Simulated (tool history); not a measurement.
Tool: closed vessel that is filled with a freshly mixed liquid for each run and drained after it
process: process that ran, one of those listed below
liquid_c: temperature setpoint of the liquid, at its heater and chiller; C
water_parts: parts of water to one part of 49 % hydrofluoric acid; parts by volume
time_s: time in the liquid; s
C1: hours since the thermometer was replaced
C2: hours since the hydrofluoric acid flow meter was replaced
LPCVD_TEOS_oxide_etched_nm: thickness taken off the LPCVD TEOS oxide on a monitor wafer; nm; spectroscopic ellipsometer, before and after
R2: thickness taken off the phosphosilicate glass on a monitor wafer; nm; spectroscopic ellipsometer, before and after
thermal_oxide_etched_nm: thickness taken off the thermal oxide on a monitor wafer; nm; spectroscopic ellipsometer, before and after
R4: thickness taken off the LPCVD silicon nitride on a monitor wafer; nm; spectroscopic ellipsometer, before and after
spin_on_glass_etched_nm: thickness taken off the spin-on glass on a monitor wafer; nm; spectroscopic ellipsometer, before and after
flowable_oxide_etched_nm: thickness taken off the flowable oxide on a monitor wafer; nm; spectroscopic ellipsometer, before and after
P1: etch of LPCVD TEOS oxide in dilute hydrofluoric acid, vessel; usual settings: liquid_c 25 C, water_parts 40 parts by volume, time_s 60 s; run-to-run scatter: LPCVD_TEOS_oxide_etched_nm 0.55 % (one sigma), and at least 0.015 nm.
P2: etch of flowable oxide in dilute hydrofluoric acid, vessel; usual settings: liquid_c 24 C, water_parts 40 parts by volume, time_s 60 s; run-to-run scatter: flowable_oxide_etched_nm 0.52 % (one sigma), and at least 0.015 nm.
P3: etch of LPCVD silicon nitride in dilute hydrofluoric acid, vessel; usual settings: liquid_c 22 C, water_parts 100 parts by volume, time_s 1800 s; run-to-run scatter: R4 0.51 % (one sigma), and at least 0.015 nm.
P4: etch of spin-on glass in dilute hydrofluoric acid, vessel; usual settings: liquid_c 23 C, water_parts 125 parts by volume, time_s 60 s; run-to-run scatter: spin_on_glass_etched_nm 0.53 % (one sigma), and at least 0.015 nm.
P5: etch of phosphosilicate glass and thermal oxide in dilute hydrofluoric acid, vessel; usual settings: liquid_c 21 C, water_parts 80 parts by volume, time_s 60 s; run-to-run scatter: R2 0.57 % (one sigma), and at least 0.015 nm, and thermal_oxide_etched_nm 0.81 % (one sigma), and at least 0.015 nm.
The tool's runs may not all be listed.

run 1 hour=9.9 | process=P1 liquid_c=25 water_parts=40 time_s=60 | C1=674.3 C2=746.3 | LPCVD_TEOS_oxide_etched_nm=28.193
run 2 hour=18 | process=P5 liquid_c=21 water_parts=80 time_s=30 | C1=682.4 C2=754.4 | R2=71.252 thermal_oxide_etched_nm=1.5801
run 3 hour=24.7 | process=P3 liquid_c=22 water_parts=180 time_s=1800 | C1=689.1 C2=761.1 | R4=4.8315
run 4 hour=33.8 | process=P5 liquid_c=21 water_parts=80 time_s=60 | C1=698.2 C2=770.2 | R2=142.9 thermal_oxide_etched_nm=3.1689
run 5 hour=44.2 | process=P1 liquid_c=25 water_parts=40 time_s=30 | C1=708.6 C2=780.6 | LPCVD_TEOS_oxide_etched_nm=14.215
run 6 hour=50 | process=P1 liquid_c=29 water_parts=40 time_s=60 | C1=714.4 C2=786.4 | LPCVD_TEOS_oxide_etched_nm=33.434
run 7 hour=59.5 | process=P4 liquid_c=19 water_parts=125 time_s=60 | C1=723.9 C2=795.9 | spin_on_glass_etched_nm=15.718
run 8 hour=64.9 | process=P1 liquid_c=25 water_parts=40 time_s=60 | C1=729.3 C2=801.3 | LPCVD_TEOS_oxide_etched_nm=28.53
run 9 hour=73.8 | process=P1 liquid_c=25 water_parts=20 time_s=60 | C1=738.2 C2=810.2 | LPCVD_TEOS_oxide_etched_nm=58.192
run 10 hour=81.5 | process=P2 liquid_c=17 water_parts=40 time_s=60 | C1=745.9 C2=817.9 | flowable_oxide_etched_nm=26.561
run 11 hour=88.1 | process=P1 liquid_c=25 water_parts=40 time_s=60 | C1=752.5 C2=824.5 | LPCVD_TEOS_oxide_etched_nm=28.586
run 12 hour=98 | process=P1 liquid_c=25 water_parts=40 time_s=60 | C1=762.4 C2=834.4 | LPCVD_TEOS_oxide_etched_nm=28.272
run 13 hour=106.1 | process=P4 liquid_c=23 water_parts=60 time_s=60 | C1=770.5 C2=842.5 | spin_on_glass_etched_nm=41.718
run 14 hour=115 | process=P5 liquid_c=21 water_parts=50 time_s=60 | C1=779.4 C2=851.4 | R2=236.79 thermal_oxide_etched_nm=5.1682
run 15 hour=124.7 | process=P1 liquid_c=25 water_parts=40 time_s=60 | C1=789.1 C2=861.1 | LPCVD_TEOS_oxide_etched_nm=28.194
run 16 hour=130.1 | process=P1 liquid_c=25 water_parts=40 time_s=60 | C1=794.5 C2=866.5 | LPCVD_TEOS_oxide_etched_nm=28.688
run 17 hour=136.7 | process=P4 liquid_c=23 water_parts=125 time_s=30 | C1=801.1 C2=873.1 | spin_on_glass_etched_nm=9.1367
run 18 hour=143 | process=P1 liquid_c=25 water_parts=40 time_s=110 | C1=807.4 C2=879.4 | LPCVD_TEOS_oxide_etched_nm=52.333
run 19 hour=149.6 | process=P2 liquid_c=24 water_parts=70 time_s=60 | C1=814 C2=886 | flowable_oxide_etched_nm=19.653
run 20 hour=158.1 | process=P5 liquid_c=21 water_parts=80 time_s=60 | C1=822.5 C2=894.5 | R2=143.22 thermal_oxide_etched_nm=3.1574
run 21 hour=162.9 | process=P3 liquid_c=29.5 water_parts=100 time_s=1800 | C1=827.3 C2=899.3 | R4=13.919
run 22 hour=170.9 | process=P2 liquid_c=24 water_parts=40 time_s=30 | C1=835.3 C2=907.3 | flowable_oxide_etched_nm=17.926
run 23 hour=176.8 | process=P1 liquid_c=25 water_parts=65 time_s=30 | C1=841.2 C2=913.2 | LPCVD_TEOS_oxide_etched_nm=8.5107
run 24 hour=184.3 | process=P1 liquid_c=25 water_parts=65 time_s=60 | C1=848.7 C2=920.7 | LPCVD_TEOS_oxide_etched_nm=16.887
run 25 hour=193.8 | process=P3 liquid_c=22 water_parts=100 time_s=3590 | C1=858.2 C2=930.2 | R4=17.226
run 26 hour=203.4 | process=P1 liquid_c=25 water_parts=40 time_s=60 | C1=867.8 C2=939.8 | LPCVD_TEOS_oxide_etched_nm=28.439
run 27 hour=209.4 | process=P3 liquid_c=22 water_parts=100 time_s=1800 | C1=873.8 C2=945.8 | R4=8.6344
run 28 hour=217.4 | process=P3 liquid_c=22 water_parts=100 time_s=1800 | C1=881.8 C2=953.8 | R4=8.7025
run 29 hour=222.6 | process=P2 liquid_c=24 water_parts=40 time_s=60 | C1=887 C2=959 | flowable_oxide_etched_nm=35.521
run 30 hour=232.6 | process=P1 liquid_c=19.5 water_parts=40 time_s=60 | C1=897 C2=969 | LPCVD_TEOS_oxide_etched_nm=22.674
run 31 hour=243 | process=P4 liquid_c=23 water_parts=125 time_s=60 | C1=907.4 C2=979.4 | spin_on_glass_etched_nm=18.389
run 32 hour=252.8 | process=P5 liquid_c=28.5 water_parts=80 time_s=60 | C1=917.2 C2=989.2 | R2=192.46 thermal_oxide_etched_nm=4.3001
run 33 hour=258.4 | process=P1 liquid_c=25 water_parts=40 time_s=60 | C1=922.8 C2=994.8 | LPCVD_TEOS_oxide_etched_nm=28.479
run 34 hour=263.2 | process=P1 liquid_c=25 water_parts=40 time_s=60 | C1=927.6 C2=999.6 | LPCVD_TEOS_oxide_etched_nm=27.854
run 35 hour=273.1 | process=P1 liquid_c=25 water_parts=40 time_s=60 | C1=937.5 C2=1009.5 | LPCVD_TEOS_oxide_etched_nm=27.075
run 36 hour=280.8 | process=P1 liquid_c=25 water_parts=40 time_s=60 | C1=945.2 C2=1017.2 | LPCVD_TEOS_oxide_etched_nm=26.896
run 37 hour=291 | process=P1 liquid_c=25 water_parts=40 time_s=60 | C1=955.4 C2=1027.4 | LPCVD_TEOS_oxide_etched_nm=26.461
run 38 hour=301 | process=P1 liquid_c=25 water_parts=40 time_s=60 | C1=965.4 C2=1037.4 | LPCVD_TEOS_oxide_etched_nm=26.018
run 39 hour=311.4 | process=P1 liquid_c=25 water_parts=40 time_s=60 | C1=975.8 C2=1047.8 | LPCVD_TEOS_oxide_etched_nm=26.096
run 40 hour=321 | process=P1 liquid_c=25 water_parts=40 time_s=60 | C1=985.4 C2=1057.4 | LPCVD_TEOS_oxide_etched_nm=25.935
run 41 hour=328 | process=P1 liquid_c=25 water_parts=40 time_s=60 | C1=992.4 C2=1064.4 | LPCVD_TEOS_oxide_etched_nm=25.738
run 42 hour=336.9 | process=P1 liquid_c=25 water_parts=40 time_s=60 | C1=1001.3 C2=1073.3 | LPCVD_TEOS_oxide_etched_nm=25.926
run 43 hour=343.7 | process=P1 liquid_c=25 water_parts=40 time_s=60 | C1=1008.1 C2=1080.1 | LPCVD_TEOS_oxide_etched_nm=25.897

What P1 gives has crept away from where it was. These 2 causes fit the log equally well, each at the size given:
A: hydrofluoric acid flow below the setpoint (%) = 8.71
B: liquid colder than its thermometer reads (K) = 2.32
The creep began at about hour 258.4.

4 check runs are offered, one wafer each, their results left as question marks. Which one tells the causes apart?
run check 1 hour=350.5 | process=P5 liquid_c=24.5 water_parts=50 time_s=60 | R2=? thermal_oxide_etched_nm=?
run check 2 hour=350.5 | process=P4 liquid_c=20 water_parts=125 time_s=30 | spin_on_glass_etched_nm=?
run check 3 hour=350.5 | process=P3 liquid_c=22 water_parts=175 time_s=1800 | R4=?
run check 4 hour=350.5 | process=P2 liquid_c=24 water_parts=70 time_s=60 | flowable_oxide_etched_nm=?

What each check would give under each cause:
check=check_1 result=R2 if_A=248.65 if_B=249.03
check=check_1 result=thermal_oxide_etched_nm if_A=5.4931 if_B=5.5015
check=check_2 result=spin_on_glass_etched_nm if_A=7.355 if_B=7.4221
check=check_3 result=R4 if_A=4.5606 if_B=4.282
check=check_4 result=flowable_oxide_etched_nm if_A=17.847 if_B=17.932
How far apart the two closest causes lie, in the result that separates them most: check 1 0.15 %; check 2 0.91 %; check 3 6.3 %; check 4 0.48 %
Check 3 tells the causes apart: in the others they would give nearly the same result.

Check 3 was then run and gave: R4 4.2502 nm. Which cause is it?

It is B: liquid colder than its thermometer reads (K).
